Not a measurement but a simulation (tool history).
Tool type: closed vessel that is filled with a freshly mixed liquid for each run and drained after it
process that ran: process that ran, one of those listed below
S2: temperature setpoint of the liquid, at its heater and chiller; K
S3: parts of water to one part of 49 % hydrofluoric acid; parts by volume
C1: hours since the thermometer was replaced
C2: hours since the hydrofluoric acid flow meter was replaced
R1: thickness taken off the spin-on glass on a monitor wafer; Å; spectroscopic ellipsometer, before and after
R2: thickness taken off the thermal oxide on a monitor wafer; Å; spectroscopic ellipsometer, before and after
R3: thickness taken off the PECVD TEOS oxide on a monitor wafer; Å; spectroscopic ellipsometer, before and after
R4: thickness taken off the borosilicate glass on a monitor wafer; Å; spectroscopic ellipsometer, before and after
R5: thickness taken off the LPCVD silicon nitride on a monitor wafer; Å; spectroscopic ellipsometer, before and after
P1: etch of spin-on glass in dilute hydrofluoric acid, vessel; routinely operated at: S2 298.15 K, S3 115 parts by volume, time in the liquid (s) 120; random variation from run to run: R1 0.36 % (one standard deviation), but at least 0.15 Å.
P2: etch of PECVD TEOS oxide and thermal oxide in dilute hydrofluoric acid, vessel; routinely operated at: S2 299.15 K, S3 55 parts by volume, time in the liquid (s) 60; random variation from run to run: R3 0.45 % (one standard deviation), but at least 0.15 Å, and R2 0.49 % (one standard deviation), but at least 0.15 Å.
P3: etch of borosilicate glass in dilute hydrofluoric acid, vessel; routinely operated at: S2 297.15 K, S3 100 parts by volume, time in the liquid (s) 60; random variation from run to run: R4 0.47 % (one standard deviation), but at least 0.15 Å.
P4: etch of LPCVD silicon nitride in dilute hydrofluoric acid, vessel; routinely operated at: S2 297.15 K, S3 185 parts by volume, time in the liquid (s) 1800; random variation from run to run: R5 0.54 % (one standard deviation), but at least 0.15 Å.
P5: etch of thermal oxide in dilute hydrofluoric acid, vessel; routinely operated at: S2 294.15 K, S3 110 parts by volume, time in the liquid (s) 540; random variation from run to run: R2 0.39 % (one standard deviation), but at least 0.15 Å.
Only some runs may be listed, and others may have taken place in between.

Run 1, hour 13.7: process that ran P1, S2 298.15 K, S3 115 parts by volume, time in the liquid (s) 120; C1 1110.2; C2 217.0. Result: R1 424.50 Å.
Run 2, hour 26.1: process that ran P1, S2 298.15 K, S3 180 parts by volume, time in the liquid (s) 120; C1 1122.6; C2 229.4. Result: R1 251.25 Å.
Run 3, hour 37.1: process that ran P5, S2 294.15 K, S3 190 parts by volume, time in the liquid (s) 540; C1 1133.6; C2 240.4. Result: R2 112.140 Å.
Run 4, hour 52.3: process that ran P1, S2 292.65 K, S3 115 parts by volume, time in the liquid (s) 120; C1 1148.8; C2 255.6. Result: R1 339.47 Å.
Run 5, hour 62.7: process that ran P2, S2 299.15 K, S3 30 parts by volume, time in the liquid (s) 60; C1 1159.2; C2 266.0. Result: R2 119.770 Å, R3 537.43 Å.
Run 6, hour 77.2: process that ran P1, S2 298.15 K, S3 115 parts by volume, time in the liquid (s) 120; C1 1173.7; C2 280.5. Result: R1 424.42 Å.
Run 7, hour 92.1: process that ran P3, S2 293.15 K, S3 100 parts by volume, time in the liquid (s) 60; C1 1188.6; C2 295.4. Result: R4 168.96 Å.
Run 8, hour 103.3: process that ran P2, S2 299.15 K, S3 55 parts by volume, time in the liquid (s) 30; C1 1199.8; C2 306.6. Result: R2 31.437 Å, R3 140.46 Å.
Run 9, hour 116.0: process that ran P4, S2 297.15 K, S3 185 parts by volume, time in the liquid (s) 1800; C1 1212.5; C2 319.3. Result: R5 49.7880 Å.
Run 10, hour 125.3: process that ran P1, S2 298.15 K, S3 30 parts by volume, time in the liquid (s) 120; C1 1221.8; C2 328.6. Result: R1 1821.80 Å.
Run 11, hour 142.5: process that ran P1, S2 298.15 K, S3 115 parts by volume, time in the liquid (s) 30; C1 1239.0; C2 345.8. Result: R1 106.19 Å.
At hour 154.6: hydrofluoric acid flow meter replaced.
Run 12, hour 158.1: process that ran P4, S2 297.15 K, S3 45 parts by volume, time in the liquid (s) 1800; C1 1254.6; C2 3.5. Result: R5 201.2700 Å.
Run 13, hour 167.9: process that ran P5, S2 294.15 K, S3 110 parts by volume, time in the liquid (s) 105; C1 1264.4; C2 13.3. Result: R2 41.408 Å.
Run 14, hour 178.9: process that ran P4, S2 291.65 K, S3 185 parts by volume, time in the liquid (s) 1800; C1 1275.4; C2 24.3. Result: R5 34.4080 Å.
Run 15, hour 188.3: process that ran P1, S2 305.65 K, S3 115 parts by volume, time in the liquid (s) 120; C1 1284.8; C2 33.7. Result: R1 562.21 Å.
Run 16, hour 206.4: process that ran P1, S2 298.15 K, S3 115 parts by volume, time in the liquid (s) 120; C1 1302.9; C2 51.8. Result: R1 424.03 Å.
Run 17, hour 217.1: process that ran P2, S2 299.15 K, S3 55 parts by volume, time in the liquid (s) 60; C1 1313.6; C2 62.5. Result: R2 63.634 Å, R3 282.17 Å.
Run 18, hour 226.6: process that ran P2, S2 305.15 K, S3 55 parts by volume, time in the liquid (s) 60; C1 1323.1; C2 72.0. Result: R2 79.642 Å, R3 358.99 Å.
Run 19, hour 245.2: process that ran P5, S2 294.15 K, S3 110 parts by volume, time in the liquid (s) 540; C1 1341.7; C2 90.6. Result: R2 210.720 Å.
Run 20, hour 263.1: process that ran P3, S2 297.15 K, S3 100 parts by volume, time in the liquid (s) 60; C1 1359.6; C2 108.5. Result: R4 197.32 Å.
Run 21, hour 276.8: process that ran P3, S2 297.15 K, S3 25 parts by volume, time in the liquid (s) 60; C1 1373.3; C2 122.2. Result: R4 868.35 Å.
Run 22, hour 285.3: process that ran P1, S2 298.15 K, S3 115 parts by volume, time in the liquid (s) 120; C1 1381.8; C2 130.7. Result: R1 425.21 Å.
Run 23, hour 296.8: process that ran P5, S2 294.15 K, S3 110 parts by volume, time in the liquid (s) 540; C1 1393.3; C2 142.2. Result: R2 210.250 Å.
Run 24, hour 307.2: process that ran P3, S2 297.15 K, S3 100 parts by volume, time in the liquid (s) 90; C1 1403.7; C2 152.6. Result: R4 296.99 Å.
Run 25, hour 317.0: process that ran P1, S2 294.15 K, S3 115 parts by volume, time in the liquid (s) 195; C1 1413.5; C2 162.4. Result: R1 591.21 Å.
Run 26, hour 328.3: process that ran P4, S2 297.15 K, S3 185 parts by volume, time in the liquid (s) 325; C1 1424.8; C2 173.7. Result: R5 9.0252 Å.
Run 27, hour 343.1: process that ran P1, S2 298.15 K, S3 115 parts by volume, time in the liquid (s) 120; C1 1439.6; C2 188.5. Result: R1 426.34 Å.
Run 28, hour 356.2: process that ran P5, S2 290.15 K, S3 110 parts by volume, time in the liquid (s) 540; C1 1452.7; C2 201.6. Result: R2 178.240 Å.
Run 29, hour 369.4: process that ran P1, S2 298.15 K, S3 115 parts by volume, time in the liquid (s) 205; C1 1465.9; C2 214.8. Result: R1 724.69 Å.
Run 30, hour 382.0: process that ran P1, S2 298.15 K, S3 115 parts by volume, time in the liquid (s) 120; C1 1478.5; C2 227.4. Result: R1 426.78 Å.
Run 31, hour 399.2: process that ran P1, S2 298.15 K, S3 115 parts by volume, time in the liquid (s) 120; C1 1495.7; C2 244.6. Result: R1 424.86 Å.
Run 32, hour 418.6: process that ran P1, S2 298.15 K, S3 115 parts by volume, time in the liquid (s) 120; C1 1515.1; C2 264.0. Result: R1 439.31 Å.
Run 33, hour 434.7: process that ran P1, S2 298.15 K, S3 115 parts by volume, time in the liquid (s) 120; C1 1531.2; C2 280.1. Result: R1 445.65 Å.
Run 34, hour 454.1: process that ran P1, S2 298.15 K, S3 115 parts by volume, time in the liquid (s) 120; C1 1550.6; C2 299.5. Result: R1 452.00 Å.
Run 35, hour 467.4: process that ran P1, S2 298.15 K, S3 115 parts by volume, time in the liquid (s) 120; C1 1563.9; C2 312.8. Result: R1 452.17 Å.
Run 36, hour 483.0: process that ran P1, S2 298.15 K, S3 115 parts by volume, time in the liquid (s) 120; C1 1579.5; C2 328.4. Result: R1 455.89 Å.
Run 37, hour 492.0: process that ran P1, S2 298.15 K, S3 115 parts by volume, time in the liquid (s) 120; C1 1588.5; C2 337.4. Result: R1 451.73 Å.
Run 38, hour 506.0: process that ran P1, S2 298.15 K, S3 115 parts by volume, time in the liquid (s) 120; C1 1602.5; C2 351.4. Result: R1 453.39 Å.

What P1 gives has crept away from where it was. These 2 causes fit the log equally well, each at the size given:
A: hydrofluoric acid flow above the setpoint (%) = 6.16
B: liquid hotter than its thermometer reads (K) = 1.77
The onset of the drift is placed at about hour 399.2.

Listed below are the offered check runs, one wafer per run, with question marks in place of results. For which of them would the causes give clearly different outcomes?
Run check 1, hour 520.0: process that ran P5, S2 294.15 K, S3 110 parts by volume, time in the liquid (s) 540. Result: R2 ?.
Run check 2, hour 520.0: process that ran P4, S2 297.15 K, S3 185 parts by volume, time in the liquid (s) 1800. Result: R5 ?.
Run check 3, hour 520.0: process that ran P2, S2 299.15 K, S3 55 parts by volume, time in the liquid (s) 60. Result: R2 ?, R3 ?.
Run check 4, hour 520.0: process that ran P3, S2 297.15 K, S3 100 parts by volume, time in the liquid (s) 60. Result: R4 ?.

What every check run would give for each of its results, assuming each possible cause in turn:
  check  result     if A     if B
check 1      R2  225.700  226.610
check 2      R5  52.8010  55.6490
check 3      R2   67.151   67.603
check 3      R3   300.68   302.70
check 4      R4   211.12   211.68
Minimum pairwise separation of causes per check, each pair taken at its best-separating result: check 1 0.4 %; check 2 5.25 %; check 3 0.67 %; check 4 0.27 %
The causes can be told apart only by check 2. The other checks would give nearly the same results under each of them.

Check 2 has now been run. It gave: R5 52.8410 Å. Which of the candidate causes is it?

It was cause A: hydrofluoric acid flow above the setpoint (%).
